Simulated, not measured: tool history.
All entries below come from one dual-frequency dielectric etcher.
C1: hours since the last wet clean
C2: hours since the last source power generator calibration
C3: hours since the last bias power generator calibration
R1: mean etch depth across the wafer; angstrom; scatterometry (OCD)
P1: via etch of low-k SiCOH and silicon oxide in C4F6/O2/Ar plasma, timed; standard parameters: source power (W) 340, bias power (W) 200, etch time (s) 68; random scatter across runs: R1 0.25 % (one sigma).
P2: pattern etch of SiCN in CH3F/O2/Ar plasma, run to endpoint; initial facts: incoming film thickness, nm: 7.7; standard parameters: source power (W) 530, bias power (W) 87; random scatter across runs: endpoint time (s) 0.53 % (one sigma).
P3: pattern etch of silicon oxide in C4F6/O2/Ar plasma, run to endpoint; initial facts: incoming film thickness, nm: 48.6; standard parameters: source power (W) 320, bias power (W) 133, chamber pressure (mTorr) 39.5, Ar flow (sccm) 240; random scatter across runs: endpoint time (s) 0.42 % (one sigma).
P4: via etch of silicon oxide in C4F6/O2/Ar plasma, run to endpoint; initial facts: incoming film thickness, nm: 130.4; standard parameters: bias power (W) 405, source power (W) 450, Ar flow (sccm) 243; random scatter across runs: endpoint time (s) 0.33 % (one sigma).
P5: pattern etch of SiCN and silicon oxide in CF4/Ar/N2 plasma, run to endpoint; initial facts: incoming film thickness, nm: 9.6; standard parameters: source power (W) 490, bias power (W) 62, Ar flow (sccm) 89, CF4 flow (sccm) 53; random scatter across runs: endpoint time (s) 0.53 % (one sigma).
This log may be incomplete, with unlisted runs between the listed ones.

Run 1, hour 6.1: process that ran P1, source power (W) 340, bias power (W) 200, etch time (s) 68; C1 270.5; C2 1919.6; C3 1017.2. Result: R1 1701.7 angstrom.
Run 2, hour 11.5: process that ran P3, source power (W) 320, bias power (W) 133, chamber pressure (mTorr) 39.5, Ar flow (sccm) 240; C1 275.9; C2 1925; C3 1022.6. Result: endpoint time (s) 18.305.
Run 3, hour 15.1: process that ran P4, source power (W) 450, bias power (W) 297, Ar flow (sccm) 243; C1 279.5; C2 1928.6; C3 1026.2. Result: endpoint time (s) 32.349.
Run 4, hour 20.7: process that ran P1, source power (W) 340, bias power (W) 200, etch time (s) 44; C1 285.1; C2 1934.2; C3 1031.8. Result: R1 1099.8 angstrom.
Run 5, hour 26.3: process that ran P2, source power (W) 530, bias power (W) 87; C1 290.7; C2 1939.8; C3 1037.4. Result: endpoint time (s) 17.073.
Run 6, hour 29.9: process that ran P1, source power (W) 220, bias power (W) 200, etch time (s) 51.5; C1 294.3; C2 1943.4; C3 1041. Result: R1 1088.9 angstrom.
At hour 32.5: source power generator calibrated.
Run 7, hour 35.3: process that ran P3, source power (W) 320, bias power (W) 133, chamber pressure (mTorr) 39.5, Ar flow (sccm) 291; C1 299.7; C2 2.9; C3 1046.4. Result: endpoint time (s) 18.623.
Run 8, hour 40.9: process that ran P3, source power (W) 320, bias power (W) 133, chamber pressure (mTorr) 39.5, Ar flow (sccm) 240; C1 305.3; C2 8.5; C3 1052. Result: endpoint time (s) 18.373.
Run 9, hour 48.3: process that ran P4, source power (W) 600, bias power (W) 405, Ar flow (sccm) 243; C1 312.7; C2 15.9; C3 1059.4. Result: endpoint time (s) 25.874.
Run 10, hour 54.1: process that ran P3, source power (W) 240, bias power (W) 133, chamber pressure (mTorr) 39.5, Ar flow (sccm) 240; C1 318.5; C2 21.7; C3 1065.2. Result: endpoint time (s) 20.464.
Run 11, hour 58.8: process that ran P4, source power (W) 450, bias power (W) 405, Ar flow (sccm) 243; C1 323.2; C2 26.4; C3 1069.9. Result: endpoint time (s) 28.908.
Run 12, hour 63.9: process that ran P2, source power (W) 530, bias power (W) 50; C1 328.3; C2 31.5; C3 1075. Result: endpoint time (s) 20.575.
Run 13, hour 70.4: process that ran P1, source power (W) 340, bias power (W) 143, etch time (s) 68; C1 334.8; C2 38; C3 1081.5. Result: R1 1521.3 angstrom.
Run 14, hour 75: process that ran P3, source power (W) 320, bias power (W) 82, chamber pressure (mTorr) 39.5, Ar flow (sccm) 240; C1 339.4; C2 42.6; C3 1086.1. Result: endpoint time (s) 21.081.
Run 15, hour 78.7: process that ran P1, source power (W) 440, bias power (W) 200, etch time (s) 68; C1 343.1; C2 46.3; C3 1089.8. Result: R1 1875.2 angstrom.
Run 16, hour 82.1: process that ran P1, source power (W) 340, bias power (W) 200, etch time (s) 100; C1 346.5; C2 49.7; C3 1093.2. Result: R1 2503.3 angstrom.
Run 17, hour 85.6: process that ran P5, source power (W) 490, bias power (W) 62, Ar flow (sccm) 89, CF4 flow (sccm) 72; C1 350; C2 53.2; C3 1096.7. Result: endpoint time (s) 10.487.
Run 18, hour 92.1: process that ran P1, source power (W) 340, bias power (W) 248, etch time (s) 68; C1 356.5; C2 59.7; C3 1103.2. Result: R1 1829.7 angstrom.
Run 19, hour 99.6: process that ran P1, source power (W) 230, bias power (W) 200, etch time (s) 68; C1 364; C2 67.2; C3 1110.7. Result: R1 1461 angstrom.
At hour 103.3: wet clean of the chamber.
Run 20, hour 104.5: process that ran P2, source power (W) 740, bias power (W) 87; C1 1.2; C2 72.1; C3 1115.6. Result: endpoint time (s) 15.143.
Run 21, hour 111.3: process that ran P5, source power (W) 490, bias power (W) 62, Ar flow (sccm) 89, CF4 flow (sccm) 53; C1 8; C2 78.9; C3 1122.4. Result: endpoint time (s) 11.092.
Run 22, hour 115.5: process that ran P4, source power (W) 450, bias power (W) 405, Ar flow (sccm) 243; C1 12.2; C2 83.1; C3 1126.6. Result: endpoint time (s) 29.044.
Run 23, hour 121.5: process that ran P5, source power (W) 490, bias power (W) 62, Ar flow (sccm) 89, CF4 flow (sccm) 53; C1 18.2; C2 89.1; C3 1132.6. Result: endpoint time (s) 10.94.
Run 24, hour 127: process that ran P5, source power (W) 490, bias power (W) 62, Ar flow (sccm) 111, CF4 flow (sccm) 53; C1 23.7; C2 94.6; C3 1138.1. Result: endpoint time (s) 11.48.
Run 25, hour 131.3: process that ran P3, source power (W) 320, bias power (W) 133, chamber pressure (mTorr) 25.5, Ar flow (sccm) 240; C1 28; C2 98.9; C3 1142.4. Result: endpoint time (s) 17.451.
Run 26, hour 136.2: process that ran P5, source power (W) 680, bias power (W) 62, Ar flow (sccm) 89, CF4 flow (sccm) 53; C1 32.9; C2 103.8; C3 1147.3. Result: endpoint time (s) 8.22.
Run 27, hour 141.2: process that ran P1, source power (W) 410, bias power (W) 200, etch time (s) 94.5; C1 37.9; C2 108.8; C3 1152.3. Result: R1 2549 angstrom.
Run 28, hour 144.8: process that ran P1, source power (W) 340, bias power (W) 200, etch time (s) 68; C1 41.5; C2 112.4; C3 1155.9. Result: R1 1701.2 angstrom.
Run 29, hour 151.3: process that ran P1, source power (W) 340, bias power (W) 200, etch time (s) 68; C1 48; C2 118.9; C3 1162.4. Result: R1 1702.9 angstrom.
Run 30, hour 154.9: process that ran P5, source power (W) 490, bias power (W) 80, Ar flow (sccm) 89, CF4 flow (sccm) 53; C1 51.6; C2 122.5; C3 1166. Result: endpoint time (s) 10.104.
Run 31, hour 160.4: process that ran P1, source power (W) 340, bias power (W) 200, etch time (s) 68; C1 57.1; C2 128; C3 1171.5. Result: R1 1702.1 angstrom.
Run 32, hour 166.8: process that ran P4, source power (W) 450, bias power (W) 405, Ar flow (sccm) 331; C1 63.5; C2 134.4; C3 1177.9. Result: endpoint time (s) 29.911.
Run 33, hour 172.6: process that ran P1, source power (W) 340, bias power (W) 200, etch time (s) 68; C1 69.3; C2 140.2; C3 1183.7. Result: R1 1702.1 angstrom.
Run 34, hour 179.5: process that ran P1, source power (W) 340, bias power (W) 200, etch time (s) 68; C1 76.2; C2 147.1; C3 1190.6. Result: R1 1689.7 angstrom.
Run 35, hour 184.9: process that ran P1, source power (W) 340, bias power (W) 200, etch time (s) 68; C1 81.6; C2 152.5; C3 1196. Result: R1 1684.5 angstrom.
Run 36, hour 191.4: process that ran P1, source power (W) 340, bias power (W) 200, etch time (s) 68; C1 88.1; C2 159; C3 1202.5. Result: R1 1678.2 angstrom.
At hour 194.8: wet clean of the chamber.
Run 37, hour 198.6: process that ran P1, source power (W) 340, bias power (W) 200, etch time (s) 68; C1 3.9; C2 166.2; C3 1209.7. Result: R1 1665.5 angstrom.
Run 38, hour 205.5: process that ran P1, source power (W) 340, bias power (W) 200, etch time (s) 68; C1 10.8; C2 173.1; C3 1216.6. Result: R1 1676.9 angstrom.
Run 39, hour 209.9: process that ran P1, source power (W) 340, bias power (W) 200, etch time (s) 68; C1 15.2; C2 177.5; C3 1221. Result: R1 1679.1 angstrom.
Run 40, hour 216: process that ran P1, source power (W) 340, bias power (W) 200, etch time (s) 68; C1 21.3; C2 183.6; C3 1227.1. Result: R1 1673.5 angstrom.

The output of P1 has drifted from where it used to be. Each of the 2 causes below, taken at the size shown beside it, accounts for the log equally well:
A: source power that arrives under what is set, % = 4.13
B: bias power that arrives under what is set, % = 4.88
Onset of the creep was near hour 172.6.
Excluded causes, each with its reason:
chamber walls in a state that lowers the etch rate, %: serviced at hour 194.8, which brought nothing back

The 4 check runs listed below each average the results of 5 wafers, and their outcomes are marked with question marks. Under which run would the listed causes produce clearly different results?
Run check 1, hour 222.1: process that ran P2, source power (W) 740, bias power (W) 87. Result: endpoint time (s) ?.
Run check 2, hour 222.1: process that ran P3, source power (W) 320, bias power (W) 108, chamber pressure (mTorr) 39.5, Ar flow (sccm) 240. Result: endpoint time (s) ?.
Run check 3, hour 222.1: process that ran P5, source power (W) 670, bias power (W) 62, Ar flow (sccm) 108, CF4 flow (sccm) 53. Result: endpoint time (s) ?.
Run check 4, hour 222.1: process that ran P4, source power (W) 450, bias power (W) 309, Ar flow (sccm) 292. Result: endpoint time (s) ?.

How each check would come out, cause by cause:
  check             result    if A    if B
check 1  endpoint time (s)  15.251  15.276
check 2  endpoint time (s)  19.831  19.777
check 3  endpoint time (s)  8.9818  8.7992
check 4  endpoint time (s)  32.966  33.005
Minimum pairwise separation of causes per check, each pair taken at its best-separating result: check 1 0.16 %; check 2 0.27 %; check 3 2.05 %; check 4 0.12 %
The causes can be told apart only by check 3. The other checks would give nearly the same results under each of them.

Then check 3 was run and gave: endpoint time (s) 8.7968. Which cause is it?

The correct cause is B, namely: bias power that arrives under what is set, %.

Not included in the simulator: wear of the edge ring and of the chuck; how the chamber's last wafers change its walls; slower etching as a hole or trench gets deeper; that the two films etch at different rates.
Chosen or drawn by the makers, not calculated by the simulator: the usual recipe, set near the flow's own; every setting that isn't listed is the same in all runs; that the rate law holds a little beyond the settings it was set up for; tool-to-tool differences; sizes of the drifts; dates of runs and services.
